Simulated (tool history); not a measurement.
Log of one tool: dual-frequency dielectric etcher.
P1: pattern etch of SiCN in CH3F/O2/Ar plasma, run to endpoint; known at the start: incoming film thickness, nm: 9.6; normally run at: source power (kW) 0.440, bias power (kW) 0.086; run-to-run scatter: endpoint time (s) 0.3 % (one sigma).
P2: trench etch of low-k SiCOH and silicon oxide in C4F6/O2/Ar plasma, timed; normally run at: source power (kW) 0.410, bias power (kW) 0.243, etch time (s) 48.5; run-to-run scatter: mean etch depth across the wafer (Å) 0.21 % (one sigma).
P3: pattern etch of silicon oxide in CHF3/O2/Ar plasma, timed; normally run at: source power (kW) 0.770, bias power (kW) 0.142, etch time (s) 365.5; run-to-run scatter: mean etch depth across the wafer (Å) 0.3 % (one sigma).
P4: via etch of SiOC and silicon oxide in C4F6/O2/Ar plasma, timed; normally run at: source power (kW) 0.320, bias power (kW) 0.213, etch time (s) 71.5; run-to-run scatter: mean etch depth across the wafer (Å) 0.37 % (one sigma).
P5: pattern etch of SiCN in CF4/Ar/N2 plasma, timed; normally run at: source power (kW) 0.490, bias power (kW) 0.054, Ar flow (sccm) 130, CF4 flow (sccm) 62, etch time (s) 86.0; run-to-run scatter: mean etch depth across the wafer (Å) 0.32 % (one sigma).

| run | hour | process that ran | source power (kW) | bias power (kW) | etch time (s) | Ar flow (sccm) | CF4 flow (sccm) | hours since the last wet clean | hours since the last source power generator calibration | hours since the last bias power generator calibration | endpoint time (s) | mean etch depth across the wafer (Å) |
|---|---|---|---|---|---|---|---|---|---|---|---|---|
| 1 | 7.8 | P1 | 0.440 | 0.086 |  |  |  | 285.8 | 800.5 | 1705.7 | 22.598 |  |
| 2 | 12.9 | P4 | 0.320 | 0.213 | 71.5 |  |  | 290.9 | 805.6 | 1710.8 |  | 763.10 |
| 3 | 21.1 | P1 | 0.440 | 0.086 |  |  |  | 299.1 | 813.8 | 1719.0 | 22.634 |  |
| 4 | 26.6 | P1 | 0.440 | 0.086 |  |  |  | 304.6 | 819.3 | 1724.5 | 22.633 |  |
| 5 | 31.1 | P2 | 0.410 | 0.243 | 48.5 |  |  | 309.1 | 823.8 | 1729.0 |  | 1759.70 |
| 6 | 35.2 | P1 | 0.590 | 0.086 |  |  |  | 313.2 | 827.9 | 1733.1 | 20.340 |  |
| 7 | 42.9 | P3 | 0.500 | 0.142 | 365.5 |  |  | 320.9 | 835.6 | 1740.8 |  | 6266.40 |
| 8 | 47.3 | P5 | 0.490 | 0.054 | 86.0 | 130 | 62 | 325.3 | 840.0 | 1745.2 |  | 692.03 |
| 9 | 52.1 | P2 | 0.260 | 0.243 | 48.5 |  |  | 330.1 | 844.8 | 1750.0 |  | 1484.00 |
| 10 | 55.9 | P5 | 0.490 | 0.041 | 86.0 | 130 | 62 | 333.9 | 848.6 | 1753.8 |  | 628.43 |
| 11 | 62.4 | P1 | 0.360 | 0.086 |  |  |  | 340.4 | 855.1 | 1760.3 | 24.284 |  |
| 12 | 68.0 | P5 | 0.490 | 0.054 | 86.0 | 161 | 62 | 346.0 | 860.7 | 1765.9 |  | 661.77 |
| 13 | 73.6 | P4 | 0.320 | 0.213 | 71.5 |  |  | 351.6 | 866.3 | 1771.5 |  | 761.97 |
| 14 | 78.6 | P4 | 0.320 | 0.136 | 71.5 |  |  | 356.6 | 871.3 | 1776.5 |  | 660.76 |
| 15 | 85.4 | P1 | 0.440 | 0.086 |  |  |  | 363.4 | 878.1 | 1783.3 | 22.697 |  |
| 16 | 90.1 | P4 | 0.320 | 0.213 | 45.5 |  |  | 368.1 | 882.8 | 1788.0 |  | 483.54 |
| 17 | 98.5 | P5 | 0.490 | 0.054 | 86.0 | 130 | 83 | 376.5 | 891.2 | 1796.4 |  | 727.80 |
| 18 | 104.4 | P1 | 0.440 | 0.086 |  |  |  | 382.4 | 897.1 | 1802.3 | 22.596 |  |
| 19 | 112.8 | P2 | 0.410 | 0.340 | 48.5 |  |  | 390.8 | 905.5 | 1810.7 |  | 1984.40 |
| 20 | 119.0 | P3 | 0.770 | 0.183 | 365.5 |  |  | 397.0 | 911.7 | 1816.9 |  | 8069.20 |
| 21 | 123.7 | P5 | 0.650 | 0.054 | 86.0 | 130 | 62 | 401.7 | 916.4 | 1821.6 |  | 886.27 |
| 22 | 131.0 | P4 | 0.410 | 0.213 | 71.5 |  |  | 409.0 | 923.7 | 1828.9 |  | 838.27 |
| 23 | 134.6 | P3 | 0.770 | 0.142 | 365.5 |  |  | 412.6 | 927.3 | 1832.5 |  | 7423.60 |
|  | 135.0 | wet clean of the chamber |
| 24 | 138.9 | P3 | 0.770 | 0.142 | 512.5 |  |  | 3.9 | 931.6 | 1836.8 |  | 10515.00 |
| 25 | 146.8 | P2 | 0.410 | 0.243 | 64.0 |  |  | 11.8 | 939.5 | 1844.7 |  | 2325.10 |
| 26 | 150.7 | P2 | 0.410 | 0.243 | 48.5 |  |  | 15.7 | 943.4 | 1848.6 |  | 1758.70 |
| 27 | 154.8 | P1 | 0.440 | 0.105 |  |  |  | 19.8 | 947.5 | 1852.7 | 20.908 |  |
| 28 | 162.7 | P1 | 0.440 | 0.053 |  |  |  | 27.7 | 955.4 | 1860.6 | 26.698 |  |
| 29 | 166.6 | P3 | 0.770 | 0.142 | 365.5 |  |  | 31.6 | 959.3 | 1864.5 |  | 7477.00 |

The next listed run, before its measurement:
| 30 | 174.5 | P5 | 0.490 | 0.054 | 86.0 | 130 | 62 | 39.5 | 967.2 | 1872.4 |  | ? |

mean etch depth across the wafer (Å): 690.62
